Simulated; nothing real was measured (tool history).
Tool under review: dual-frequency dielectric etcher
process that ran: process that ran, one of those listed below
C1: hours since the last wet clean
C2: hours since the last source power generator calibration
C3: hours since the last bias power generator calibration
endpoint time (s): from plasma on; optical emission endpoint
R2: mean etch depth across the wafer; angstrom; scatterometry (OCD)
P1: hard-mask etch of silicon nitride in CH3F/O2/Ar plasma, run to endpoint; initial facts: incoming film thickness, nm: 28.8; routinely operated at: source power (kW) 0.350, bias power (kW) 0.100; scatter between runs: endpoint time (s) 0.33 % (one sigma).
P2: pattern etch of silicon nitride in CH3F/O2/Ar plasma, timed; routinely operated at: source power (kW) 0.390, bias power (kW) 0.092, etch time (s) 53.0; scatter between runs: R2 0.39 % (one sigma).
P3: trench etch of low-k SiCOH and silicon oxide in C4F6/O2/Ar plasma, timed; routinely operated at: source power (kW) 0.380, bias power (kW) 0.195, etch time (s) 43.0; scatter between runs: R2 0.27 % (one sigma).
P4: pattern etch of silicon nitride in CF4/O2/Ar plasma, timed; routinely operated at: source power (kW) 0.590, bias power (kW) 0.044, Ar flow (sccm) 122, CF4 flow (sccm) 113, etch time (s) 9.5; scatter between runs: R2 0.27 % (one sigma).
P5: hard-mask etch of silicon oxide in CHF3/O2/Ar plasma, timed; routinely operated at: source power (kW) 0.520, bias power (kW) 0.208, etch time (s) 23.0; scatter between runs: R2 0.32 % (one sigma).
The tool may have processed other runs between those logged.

Run 1, hour 12.2: process that ran P1, source power (kW) 0.350, bias power (kW) 0.100; C1 321.2; C2 2252.3; C3 1462.3. Result: endpoint time (s) 38.232.
Run 2, hour 28.7: process that ran P1, source power (kW) 0.350, bias power (kW) 0.100; C1 337.7; C2 2268.8; C3 1478.8. Result: endpoint time (s) 38.439.
Run 3, hour 37.9: process that ran P3, source power (kW) 0.380, bias power (kW) 0.230, etch time (s) 43.0; C1 346.9; C2 2278.0; C3 1488.0. Result: R2 1443.90 angstrom.
Run 4, hour 51.7: process that ran P1, source power (kW) 0.270, bias power (kW) 0.100; C1 360.7; C2 2291.8; C3 1501.8. Result: endpoint time (s) 42.667.
Run 5, hour 66.7: process that ran P1, source power (kW) 0.350, bias power (kW) 0.125; C1 375.7; C2 2306.8; C3 1516.8. Result: endpoint time (s) 35.370.
Run 6, hour 79.0: process that ran P1, source power (kW) 0.350, bias power (kW) 0.100; C1 388.0; C2 2319.1; C3 1529.1. Result: endpoint time (s) 38.609.
Run 7, hour 90.5: process that ran P5, source power (kW) 0.520, bias power (kW) 0.208, etch time (s) 12.5; C1 399.5; C2 2330.6; C3 1540.6. Result: R2 243.16 angstrom.
Run 8, hour 98.9: process that ran P1, source power (kW) 0.350, bias power (kW) 0.082; C1 407.9; C2 2339.0; C3 1549.0. Result: endpoint time (s) 41.163.
Run 9, hour 106.7: process that ran P3, source power (kW) 0.380, bias power (kW) 0.195, etch time (s) 26.0; C1 415.7; C2 2346.8; C3 1556.8. Result: R2 825.90 angstrom.
Run 10, hour 119.4: process that ran P2, source power (kW) 0.310, bias power (kW) 0.092, etch time (s) 53.0; C1 428.4; C2 2359.5; C3 1569.5. Result: R2 362.78 angstrom.
Run 11, hour 132.1: process that ran P3, source power (kW) 0.520, bias power (kW) 0.195, etch time (s) 43.0; C1 441.1; C2 2372.2; C3 1582.2. Result: R2 1546.30 angstrom.
Run 12, hour 144.0: process that ran P3, source power (kW) 0.380, bias power (kW) 0.195, etch time (s) 43.0; C1 453.0; C2 2384.1; C3 1594.1. Result: R2 1372.30 angstrom.
Run 13, hour 156.3: process that ran P2, source power (kW) 0.390, bias power (kW) 0.092, etch time (s) 77.5; C1 465.3; C2 2396.4; C3 1606.4. Result: R2 572.74 angstrom.
Run 14, hour 172.8: process that ran P4, source power (kW) 0.590, bias power (kW) 0.044, etch time (s) 9.5, Ar flow (sccm) 122, CF4 flow (sccm) 113; C1 481.8; C2 2412.9; C3 1622.9. Result: R2 197.54 angstrom.
Run 15, hour 183.0: process that ran P1, source power (kW) 0.350, bias power (kW) 0.100; C1 492.0; C2 2423.1; C3 1633.1. Result: endpoint time (s) 38.489.
Run 16, hour 197.9: process that ran P1, source power (kW) 0.350, bias power (kW) 0.100; C1 506.9; C2 2438.0; C3 1648.0. Result: endpoint time (s) 38.583.
At hour 199.6: wet clean of the chamber.
Run 17, hour 205.7: process that ran P1, source power (kW) 0.430, bias power (kW) 0.100; C1 6.1; C2 2445.8; C3 1655.8. Result: endpoint time (s) 35.719.
Run 18, hour 216.5: process that ran P4, source power (kW) 0.590, bias power (kW) 0.044, etch time (s) 13.5, Ar flow (sccm) 122, CF4 flow (sccm) 113; C1 16.9; C2 2456.6; C3 1666.6. Result: R2 280.44 angstrom.
Run 19, hour 231.8: process that ran P4, source power (kW) 0.590, bias power (kW) 0.044, etch time (s) 9.5, Ar flow (sccm) 99, CF4 flow (sccm) 113; C1 32.2; C2 2471.9; C3 1681.9. Result: R2 202.27 angstrom.
Run 20, hour 247.2: process that ran P5, source power (kW) 0.700, bias power (kW) 0.208, etch time (s) 23.0; C1 47.6; C2 2487.3; C3 1697.3. Result: R2 501.83 angstrom.
Run 21, hour 261.1: process that ran P4, source power (kW) 0.590, bias power (kW) 0.057, etch time (s) 9.5, Ar flow (sccm) 122, CF4 flow (sccm) 113; C1 61.5; C2 2501.2; C3 1711.2. Result: R2 217.46 angstrom.
Run 22, hour 270.9: process that ran P1, source power (kW) 0.240, bias power (kW) 0.076; C1 71.3; C2 2511.0; C3 1721.0. Result: endpoint time (s) 48.899.
Run 23, hour 286.9: process that ran P2, source power (kW) 0.390, bias power (kW) 0.092, etch time (s) 53.0; C1 87.3; C2 2527.0; C3 1737.0. Result: R2 392.51 angstrom.
Run 24, hour 304.8: process that ran P1, source power (kW) 0.350, bias power (kW) 0.100; C1 105.2; C2 2544.9; C3 1754.9. Result: endpoint time (s) 38.742.
Run 25, hour 316.0: process that ran P5, source power (kW) 0.520, bias power (kW) 0.252, etch time (s) 23.0; C1 116.4; C2 2556.1; C3 1766.1. Result: R2 481.83 angstrom.
Run 26, hour 327.4: process that ran P5, source power (kW) 0.520, bias power (kW) 0.208, etch time (s) 23.0; C1 127.8; C2 2567.5; C3 1777.5. Result: R2 448.64 angstrom.
Run 27, hour 338.5: process that ran P2, source power (kW) 0.390, bias power (kW) 0.067, etch time (s) 53.0; C1 138.9; C2 2578.6; C3 1788.6. Result: R2 352.36 angstrom.
Run 28, hour 347.7: process that ran P3, source power (kW) 0.380, bias power (kW) 0.195, etch time (s) 43.0; C1 148.1; C2 2587.8; C3 1797.8. Result: R2 1362.30 angstrom.
Run 29, hour 364.3: process that ran P1, source power (kW) 0.240, bias power (kW) 0.129; C1 164.7; C2 2604.4; C3 1814.4. Result: endpoint time (s) 39.960.
Run 30, hour 374.3: process that ran P4, source power (kW) 0.590, bias power (kW) 0.044, etch time (s) 9.5, Ar flow (sccm) 122, CF4 flow (sccm) 73; C1 174.7; C2 2614.4; C3 1824.4. Result: R2 185.09 angstrom.
Run 31, hour 387.7: process that ran P4, source power (kW) 0.440, bias power (kW) 0.044, etch time (s) 9.5, Ar flow (sccm) 122, CF4 flow (sccm) 113; C1 188.1; C2 2627.8; C3 1837.8. Result: R2 152.62 angstrom.

Run 32 is up next; what results do you expect?
Run 32, hour 398.6: process that ran P1, source power (kW) 0.350, bias power (kW) 0.100; C1 199.0; C2 2638.7; C3 1848.7. Result: endpoint time (s) ?.

{"run 32": {"endpoint time (s)": 38.512}}
